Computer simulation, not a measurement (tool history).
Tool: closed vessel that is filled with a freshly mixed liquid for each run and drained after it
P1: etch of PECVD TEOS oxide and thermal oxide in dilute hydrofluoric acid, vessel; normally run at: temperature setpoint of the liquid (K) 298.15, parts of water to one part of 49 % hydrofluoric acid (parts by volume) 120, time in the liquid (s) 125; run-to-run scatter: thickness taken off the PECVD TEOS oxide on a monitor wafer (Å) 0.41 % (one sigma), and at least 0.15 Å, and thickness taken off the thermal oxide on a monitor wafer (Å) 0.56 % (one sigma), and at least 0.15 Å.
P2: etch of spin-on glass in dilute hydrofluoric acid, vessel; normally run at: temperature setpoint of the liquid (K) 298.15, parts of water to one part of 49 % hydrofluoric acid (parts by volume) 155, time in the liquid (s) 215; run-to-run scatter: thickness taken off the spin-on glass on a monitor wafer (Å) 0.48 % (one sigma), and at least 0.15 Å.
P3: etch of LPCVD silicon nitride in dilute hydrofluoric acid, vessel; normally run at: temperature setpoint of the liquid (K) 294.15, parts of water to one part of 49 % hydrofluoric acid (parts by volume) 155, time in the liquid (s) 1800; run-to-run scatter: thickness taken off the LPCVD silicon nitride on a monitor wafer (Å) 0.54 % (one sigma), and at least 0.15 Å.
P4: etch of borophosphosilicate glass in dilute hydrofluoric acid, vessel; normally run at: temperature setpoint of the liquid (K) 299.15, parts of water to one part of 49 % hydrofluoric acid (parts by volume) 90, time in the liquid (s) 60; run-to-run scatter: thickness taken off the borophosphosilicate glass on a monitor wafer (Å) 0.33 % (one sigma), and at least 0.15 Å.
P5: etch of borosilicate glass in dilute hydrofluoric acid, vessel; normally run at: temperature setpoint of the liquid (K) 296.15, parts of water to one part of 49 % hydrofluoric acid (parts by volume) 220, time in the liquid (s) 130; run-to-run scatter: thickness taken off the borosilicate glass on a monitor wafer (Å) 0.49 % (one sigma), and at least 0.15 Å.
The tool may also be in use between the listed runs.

run,hour,process that ran,temperature setpoint of the liquid (K),parts of water to one part of 49 % hydrofluoric acid (parts by volume),time in the liquid (s),thickness taken off the PECVD TEOS oxide on a monitor wafer (Å),thickness taken off the thermal oxide on a monitor wafer (Å),thickness taken off the borosilicate glass on a monitor wafer (Å),thickness taken off the borophosphosilicate glass on a monitor wafer (Å),thickness taken off the LPCVD silicon nitride on a monitor wafer (Å),thickness taken off the spin-on glass on a monitor wafer (Å)
1,10.6,P1,298.15,120,125,119.190,48.856,,,,
2,21.7,P1,293.15,120,125,97.943,40.134,,,,
3,29.3,P5,290.15,220,130,,,127.400,,,
4,36.3,P5,296.15,220,130,,,160.000,,,
5,42.7,P1,298.15,120,125,119.430,48.761,,,,
6,49.4,P4,299.15,90,115,,,,568.85,,
# hour 52.5: hydrofluoric acid flow meter replaced
7,57.4,P3,294.15,155,1800,,,,,51.880,
8,63.0,P1,298.15,120,125,119.070,49.009,,,,
9,68.8,P1,305.65,120,125,156.910,65.187,,,,
10,74.7,P1,298.15,60,125,257.160,106.980,,,,
11,83.2,P2,291.15,155,215,,,,,,323.95
12,93.6,P3,294.15,30,1800,,,,,253.920,
13,99.8,P4,294.65,90,60,,,,248.38,,
14,106.7,P3,294.15,155,2705,,,,,77.510,
15,113.1,P5,296.15,380,130,,,78.523,,,
16,119.1,P3,290.15,155,1800,,,,,39.633,
17,129.1,P1,298.15,120,125,119.010,48.912,,,,
18,138.6,P1,291.65,120,30,22.194,9.334,,,,
19,150.2,P4,299.15,90,60,,,,297.91,,
20,155.5,P3,294.15,155,1800,,,,,51.915,
21,163.3,P2,298.15,155,435,,,,,,861.54
22,171.3,P1,298.15,120,125,119.510,49.062,,,,
23,179.6,P1,294.65,45,125,303.700,124.250,,,,
24,188.5,P2,298.15,155,215,,,,,,424.53
25,195.9,P1,298.15,120,45,42.737,17.659,,,,
26,207.2,P1,298.15,120,190,180.630,75.834,,,,
27,215.2,P4,299.15,90,60,,,,297.21,,
28,223.2,P1,298.15,35,30,109.330,45.004,,,,
29,231.7,P4,299.15,40,60,,,,716.99,,
30,236.9,P5,296.15,220,30,,,37.002,,,
31,247.6,P1,298.15,215,125,59.435,24.744,,,,
32,254.5,P2,298.15,60,215,,,,,,1229.10
33,262.9,P1,298.15,120,125,118.980,49.305,,,,
34,270.0,P1,298.15,120,125,122.950,50.339,,,,
35,279.1,P1,298.15,120,125,126.200,52.450,,,,
36,290.5,P1,298.15,120,125,127.640,52.452,,,,
37,300.3,P1,298.15,120,125,128.170,52.342,,,,
38,305.4,P1,298.15,120,125,128.230,52.730,,,,
39,316.6,P1,298.15,120,125,129.570,53.577,,,,
40,326.1,P1,298.15,120,125,129.490,54.254,,,,

What P1 gives has crept away from where it was. These 2 causes fit the log equally well, each at the size given:
A: liquid hotter than its thermometer reads (K) = 2.15
B: hydrofluoric acid flow above the setpoint (%) = 7.45
The creep began at about hour 262.9.

4 check runs are offered, one wafer each, their results left as question marks. Which one tells the causes apart?
check 1,335.6,P4,299.15,90,60,,,,?,,
check 2,335.6,P3,294.15,155,1800,,,,,?,
check 3,335.6,P2,298.15,155,215,,,,,,?
check 4,335.6,P5,296.15,220,130,,,?,,,

What each check would give under each cause:
check,result,if A,if B
check 1,thickness taken off the borophosphosilicate glass on a monitor wafer (Å),323.81,322.70
check 2,thickness taken off the LPCVD silicon nitride on a monitor wafer (Å),59.188,55.159
check 3,thickness taken off the spin-on glass on a monitor wafer (Å),458.48,460.44
check 4,thickness taken off the borosilicate glass on a monitor wafer (Å),172.660,174.270
How far apart the two closest causes lie, in the result that separates them most: check 1 0.34 %; check 2 7.05 %; check 3 0.43 %; check 4 0.93 %
Check 2 tells the causes apart: in the others they would give nearly the same result.

Check 2 was then run and gave: thickness taken off the LPCVD silicon nitride on a monitor wafer (Å) 59.680. Which cause is it?

It is A: liquid hotter than its thermometer reads (K).

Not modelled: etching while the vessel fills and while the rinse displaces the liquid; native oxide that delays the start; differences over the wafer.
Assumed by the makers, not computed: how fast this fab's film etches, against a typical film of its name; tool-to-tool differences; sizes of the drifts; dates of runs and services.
